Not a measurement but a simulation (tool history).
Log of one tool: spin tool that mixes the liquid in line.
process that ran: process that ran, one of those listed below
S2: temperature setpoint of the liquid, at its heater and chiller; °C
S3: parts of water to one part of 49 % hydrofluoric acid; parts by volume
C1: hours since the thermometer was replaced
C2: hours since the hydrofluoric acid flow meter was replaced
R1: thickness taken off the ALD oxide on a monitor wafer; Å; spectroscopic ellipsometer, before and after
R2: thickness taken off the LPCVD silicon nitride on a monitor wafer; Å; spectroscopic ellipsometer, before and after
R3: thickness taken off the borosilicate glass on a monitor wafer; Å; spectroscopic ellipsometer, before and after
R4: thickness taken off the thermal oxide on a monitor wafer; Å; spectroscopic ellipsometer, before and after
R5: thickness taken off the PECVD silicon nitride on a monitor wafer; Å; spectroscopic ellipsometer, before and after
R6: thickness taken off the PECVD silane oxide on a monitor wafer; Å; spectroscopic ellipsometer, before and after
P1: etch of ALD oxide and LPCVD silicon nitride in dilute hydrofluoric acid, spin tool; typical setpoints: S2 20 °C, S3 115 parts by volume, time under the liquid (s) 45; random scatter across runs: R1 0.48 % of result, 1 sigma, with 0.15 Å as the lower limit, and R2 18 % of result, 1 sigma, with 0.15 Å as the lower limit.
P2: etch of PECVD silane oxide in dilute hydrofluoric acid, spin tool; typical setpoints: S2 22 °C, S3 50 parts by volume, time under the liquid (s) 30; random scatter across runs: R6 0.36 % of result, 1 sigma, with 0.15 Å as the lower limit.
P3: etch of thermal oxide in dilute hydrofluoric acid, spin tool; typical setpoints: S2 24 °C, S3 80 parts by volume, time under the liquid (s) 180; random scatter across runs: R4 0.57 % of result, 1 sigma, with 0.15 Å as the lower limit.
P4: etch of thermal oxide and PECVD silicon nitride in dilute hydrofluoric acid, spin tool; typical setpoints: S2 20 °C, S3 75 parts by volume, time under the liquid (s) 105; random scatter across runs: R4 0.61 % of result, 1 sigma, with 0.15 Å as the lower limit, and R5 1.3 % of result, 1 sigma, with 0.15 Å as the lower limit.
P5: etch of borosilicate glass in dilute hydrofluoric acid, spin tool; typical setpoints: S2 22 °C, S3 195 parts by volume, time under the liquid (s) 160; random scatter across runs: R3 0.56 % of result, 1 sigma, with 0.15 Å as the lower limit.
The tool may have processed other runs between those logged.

Run 1, day 0.204: process that ran P1, S2 20 °C, S3 115 parts by volume, time under the liquid (s) 45; C1 452.8; C2 176.5. Result: R1 68.425 Å, R2 1.1597 Å.
Run 2, day 0.45: process that ran P5, S2 22 °C, S3 195 parts by volume, time under the liquid (s) 160; C1 458.7; C2 182.4. Result: R3 191.23 Å.
Run 3, day 0.604: process that ran P1, S2 20 °C, S3 115 parts by volume, time under the liquid (s) 45; C1 462.4; C2 186.1. Result: R1 68.213 Å, R2 1.4808 Å.
Run 4, day 0.833: process that ran P4, S2 20 °C, S3 75 parts by volume, time under the liquid (s) 200; C1 467.9; C2 191.6. Result: R4 108.29 Å, R5 34.76 Å.
Run 5, day 0.979: process that ran P1, S2 20 °C, S3 55 parts by volume, time under the liquid (s) 20; C1 471.4; C2 195.1. Result: R1 68.482 Å, R2 0.91054 Å.
Run 6, day 1.242: process that ran P4, S2 20 °C, S3 105 parts by volume, time under the liquid (s) 105; C1 477.7; C2 201.4. Result: R4 39.047 Å, R5 13.614 Å.
Run 7, day 1.546: process that ran P2, S2 28 °C, S3 50 parts by volume, time under the liquid (s) 30; C1 485; C2 208.7. Result: R6 373.78 Å.
Run 8, day 1.712: process that ran P1, S2 27.5 °C, S3 60 parts by volume, time under the liquid (s) 45; C1 489; C2 212.7. Result: R1 189.38 Å, R2 4.1734 Å.
Run 9, day 1.917: process that ran P1, S2 17 °C, S3 115 parts by volume, time under the liquid (s) 45; C1 493.9; C2 217.6. Result: R1 60.545 Å, R2 0.86834 Å.
Run 10, day 2.117: process that ran P3, S2 24 °C, S3 80 parts by volume, time under the liquid (s) 180; C1 498.7; C2 222.4. Result: R4 105.36 Å.
Run 11, day 2.296: process that ran P2, S2 22 °C, S3 75 parts by volume, time under the liquid (s) 30; C1 503; C2 226.7. Result: R6 187.73 Å.
Run 12, day 2.579: process that ran P2, S2 22 °C, S3 50 parts by volume, time under the liquid (s) 30; C1 509.8; C2 233.5. Result: R6 292.61 Å.
Run 13, day 2.9: process that ran P1, S2 20 °C, S3 210 parts by volume, time under the liquid (s) 45; C1 517.5; C2 241.2. Result: R1 34.005 Å, R2 0.44656 Å.
Run 14, day 3.054: process that ran P3, S2 24 °C, S3 80 parts by volume, time under the liquid (s) 15; C1 521.2; C2 244.9. Result: R4 8.6946 Å.
Run 15, day 3.338: process that ran P1, S2 20 °C, S3 115 parts by volume, time under the liquid (s) 45; C1 528; C2 251.7. Result: R1 68.336 Å, R2 1.5783 Å.
Run 16, day 3.521: process that ran P5, S2 22 °C, S3 30 parts by volume, time under the liquid (s) 160; C1 532.4; C2 256.1. Result: R3 1498.7 Å.
Run 17, day 3.742: process that ran P1, S2 20 °C, S3 115 parts by volume, time under the liquid (s) 15; C1 537.7; C2 261.4. Result: R1 23.241 Å, R2 0.33695 Å.
Run 18, day 3.929: process that ran P5, S2 22 °C, S3 195 parts by volume, time under the liquid (s) 310; C1 542.2; C2 265.9. Result: R3 370.25 Å.
Run 19, day 4.083: process that ran P2, S2 22 °C, S3 50 parts by volume, time under the liquid (s) 30; C1 545.9; C2 269.6. Result: R6 291.7 Å.
Run 20, day 4.296: process that ran P3, S2 17 °C, S3 80 parts by volume, time under the liquid (s) 180; C1 551; C2 274.7. Result: R4 78.984 Å.
Run 21, day 4.5: process that ran P3, S2 24 °C, S3 140 parts by volume, time under the liquid (s) 180; C1 555.9; C2 279.6. Result: R4 55.84 Å.
Run 22, day 4.688: process that ran P1, S2 20 °C, S3 115 parts by volume, time under the liquid (s) 45; C1 560.4; C2 284.1. Result: R1 67.317 Å, R2 0.90584 Å.
Run 23, day 4.842: process that ran P3, S2 24 °C, S3 80 parts by volume, time under the liquid (s) 180; C1 564.1; C2 287.8. Result: R4 105.44 Å.
Run 24, day 5.071: process that ran P1, S2 20 °C, S3 210 parts by volume, time under the liquid (s) 65; C1 569.6; C2 293.3. Result: R1 48.639 Å, R2 1.3174 Å.
Run 25, day 5.371: process that ran P4, S2 20 °C, S3 75 parts by volume, time under the liquid (s) 105; C1 576.8; C2 300.5. Result: R4 56.722 Å, R5 18.882 Å.
Run 26, day 5.575: process that ran P5, S2 18 °C, S3 195 parts by volume, time under the liquid (s) 160; C1 581.7; C2 305.4. Result: R3 162.9 Å.
Run 27, day 5.762: process that ran P4, S2 20 °C, S3 75 parts by volume, time under the liquid (s) 105; C1 586.2; C2 309.9. Result: R4 56.786 Å, R5 18.226 Å.
Run 28, day 6.067: process that ran P1, S2 20 °C, S3 115 parts by volume, time under the liquid (s) 70; C1 593.5; C2 317.2. Result: R1 105.52 Å, R2 1.7426 Å.
Run 29, day 6.225: process that ran P1, S2 20 °C, S3 115 parts by volume, time under the liquid (s) 45; C1 597.3; C2 321. Result: R1 68.591 Å, R2 1.7755 Å.
Run 30, day 6.483: process that ran P1, S2 25 °C, S3 115 parts by volume, time under the liquid (s) 45; C1 603.5; C2 327.2. Result: R1 83.554 Å, R2 1.9041 Å.
Run 31, day 6.65: process that ran P1, S2 20 °C, S3 45 parts by volume, time under the liquid (s) 45; C1 607.5; C2 331.2. Result: R1 189.79 Å, R2 3.4985 Å.
Run 32, day 6.867: process that ran P4, S2 28.5 °C, S3 75 parts by volume, time under the liquid (s) 105; C1 612.7; C2 336.4. Result: R4 79.45 Å, R5 32.574 Å.
Run 33, day 7.096: process that ran P2, S2 22 °C, S3 50 parts by volume, time under the liquid (s) 45; C1 618.2; C2 341.9. Result: R6 436.42 Å.
Run 34, day 7.3: process that ran P1, S2 20 °C, S3 115 parts by volume, time under the liquid (s) 45; C1 623.1; C2 346.8. Result: R1 68.255 Å, R2 1.1487 Å.
Run 35, day 7.525: process that ran P1, S2 20 °C, S3 115 parts by volume, time under the liquid (s) 45; C1 628.5; C2 352.2. Result: R1 70.765 Å, R2 1.1859 Å.
Run 36, day 7.742: process that ran P1, S2 20 °C, S3 115 parts by volume, time under the liquid (s) 45; C1 633.7; C2 357.4. Result: R1 71.917 Å, R2 1.7051 Å.
Run 37, day 8.012: process that ran P1, S2 20 °C, S3 115 parts by volume, time under the liquid (s) 45; C1 640.2; C2 363.9. Result: R1 72.516 Å, R2 1.0908 Å.
Run 38, day 8.167: process that ran P1, S2 20 °C, S3 115 parts by volume, time under the liquid (s) 45; C1 643.9; C2 367.6. Result: R1 73.502 Å, R2 1.1847 Å.
Run 39, day 8.325: process that ran P1, S2 20 °C, S3 115 parts by volume, time under the liquid (s) 45; C1 647.7; C2 371.4. Result: R1 73.5 Å, R2 1.4844 Å.
Run 40, day 8.604: process that ran P1, S2 20 °C, S3 115 parts by volume, time under the liquid (s) 45; C1 654.4; C2 378.1. Result: R1 73.984 Å, R2 1.2 Å.
Run 41, day 8.804: process that ran P1, S2 20 °C, S3 115 parts by volume, time under the liquid (s) 45; C1 659.2; C2 382.9. Result: R1 73.985 Å, R2 1.6044 Å.
Run 42, day 9.062: process that ran P1, S2 20 °C, S3 115 parts by volume, time under the liquid (s) 45; C1 665.4; C2 389.1. Result: R1 74.635 Å, R2 1.4151 Å.
Run 43, day 9.296: process that ran P1, S2 20 °C, S3 115 parts by volume, time under the liquid (s) 45; C1 671; C2 394.7. Result: R1 74.01 Å, R2 1.3938 Å.

The output of P1 has drifted from where it used to be. Each of the 2 causes below, taken at the size shown beside it, accounts for the log equally well:
A: liquid hotter than its thermometer reads (K) = 2.1
B: hydrofluoric acid flow above the setpoint (%) = 7.81
The onset of the drift is placed at about day 7.3.

The 4 check runs listed below each average the results of 3 wafers, and their outcomes are marked with question marks. Under which run would the listed causes produce clearly different results?
Run check 1, day 9.529: process that ran P5, S2 22 °C, S3 85 parts by volume, time under the liquid (s) 275. Result: R3 ?.
Run check 2, day 9.529: process that ran P2, S2 28 °C, S3 50 parts by volume, time under the liquid (s) 30. Result: R6 ?.
Run check 3, day 9.529: process that ran P3, S2 17 °C, S3 80 parts by volume, time under the liquid (s) 180. Result: R4 ?.
Run check 4, day 9.529: process that ran P4, S2 23 °C, S3 75 parts by volume, time under the liquid (s) 200. Result: R4 ?, R5 ?.

How each check would come out, cause by cause:
  check  result    if A    if B
check 1      R3  926.62   924.6
check 2      R6  404.69  403.66
check 3      R4  86.705   86.07
check 4      R4  132.95  132.58
check 4      R5  49.803  46.617
Distance between the nearest two causes, measured in the result of the check that separates them most: check 1 0.22 %; check 2 0.26 %; check 3 0.74 %; check 4 6.61 %
Check 4 distinguishes between the causes, while the remaining checks would return nearly the same result for all of them.

Check 4 was carried out, with these results: R4 132.86 Å; R5 46.217 Å. Which of the listed causes is responsible?

The cause is B: hydrofluoric acid flow above the setpoint (%).
